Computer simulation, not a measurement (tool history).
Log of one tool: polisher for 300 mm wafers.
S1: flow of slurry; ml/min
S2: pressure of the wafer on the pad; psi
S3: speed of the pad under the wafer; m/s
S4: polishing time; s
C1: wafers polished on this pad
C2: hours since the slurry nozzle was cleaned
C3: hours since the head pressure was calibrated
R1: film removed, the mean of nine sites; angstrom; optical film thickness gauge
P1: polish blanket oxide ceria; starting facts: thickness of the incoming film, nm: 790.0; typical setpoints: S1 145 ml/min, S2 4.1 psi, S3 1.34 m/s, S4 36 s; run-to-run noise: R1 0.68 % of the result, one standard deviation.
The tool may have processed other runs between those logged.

run	day	S1	S2	S3	S4	C1	C2	C3	R1
1	0.292	145	4.1	1.34	36	877	70.2	346.9	2540.5
2	0.567	145	4.1	1.98	36	974	76.8	353.5	3787.8
3	0.779	145	4.1	1.34	36	1049	81.9	358.6	2516.7
4	1.138	145	4.1	1.34	36	1175	90.5	367.2	2545.9
5	1.358	145	4.1	0.70	36	1253	95.8	372.5	1332.5
6	1.683	145	1.9	1.34	36	1368	103.6	380.3	1182.7
7	1.846	145	4.1	1.34	46	1425	107.5	384.2	3252.5
8	2.142	145	4.1	1.34	36	1530	114.6	391.3	2521.5
# day 2.308: head pressure recalibrated
9	2.421	210	3.2	1.34	36	1628	121.3	2.7	2109.4
10	2.592	225	4.1	1.34	36	1688	125.4	6.8	2727.7
11	2.904	145	4.1	1.34	17	1799	132.9	14.3	1208.3
12	3.175	145	5.3	1.34	36	1894	139.4	20.8	3297.8
13	3.371	85	4.1	1.34	36	1963	144.1	25.5	2251.1
14	3.604	145	4.1	1.34	36	2046	149.7	31.1	2563.2
15	3.821	145	4.1	1.34	36	2122	154.9	36.3	2534.1
16	3.988	145	4.1	1.34	36	2181	158.9	40.3	2503.5
17	4.162	145	4.1	1.34	36	2243	163.1	44.5	2460.6
18	4.429	145	4.1	1.34	36	2337	169.5	50.9	2412.8
19	4.654	145	4.1	1.34	36	2416	174.9	56.3	2375.9
20	4.912	145	4.1	1.34	36	2507	181.1	62.5	2359.0
21	5.229	145	4.1	1.34	36	2619	188.7	70.1	2358.4
22	5.425	145	4.1	1.34	36	2688	193.4	74.8	2309.4
23	5.621	145	4.1	1.34	36	2757	198.1	79.5	2318.0
# day 5.846: head pressure recalibrated
24	5.938	145	4.1	1.34	36	2869	205.7	2.3	2295.3
25	6.262	145	4.1	1.34	36	2983	213.5	10.1	2314.3
26	6.600	145	4.1	1.34	36	3102	221.6	18.2	2284.9

Compared with where it was, what P1 gives has crept away. Each cause listed below fits the log as well as the rest, at the size given for it:
A: removal rate lost through wear of the pad, % = 9.35
B: slurry flow missing at the pad, % = 36.2
The onset of the drift is placed at about day 3.821.
Other possible causes, and why each is ruled out:
head's pressure below its setpoint, %: serviced after onset, at day 5.846, with no recovery of the prior output

Of the 4 check runs below, each run on 3 wafers with the results averaged and each result still a question mark, which one would tell the listed causes apart?
check 1	6.938	145	4.1	1.82	22				?
check 2	6.938	145	4.1	1.34	20				?
check 3	6.938	220	4.1	1.34	36				?
check 4	6.938	145	4.1	1.76	23				?

Check results expected under each cause:
check	result	if A	if B
check 1	R1	1916.5	1916.2
check 2	R1	1282.8	1282.6
check 3	R1	2454.9	2532.3
check 4	R1	1937.6	1937.3
Per-check spread between the two closest causes, in the result where they differ most: check 1 0.01 %; check 2 0.01 %; check 3 3.11 %; check 4 0.01 %
Of the check runs offered, only check 3 discriminates between the causes; the rest would read about the same regardless of which cause applies.

The results of check 3 are: R1 2539.4 angstrom. Based on these, which of the listed causes is it?

The cause is B: slurry flow missing at the pad, %.
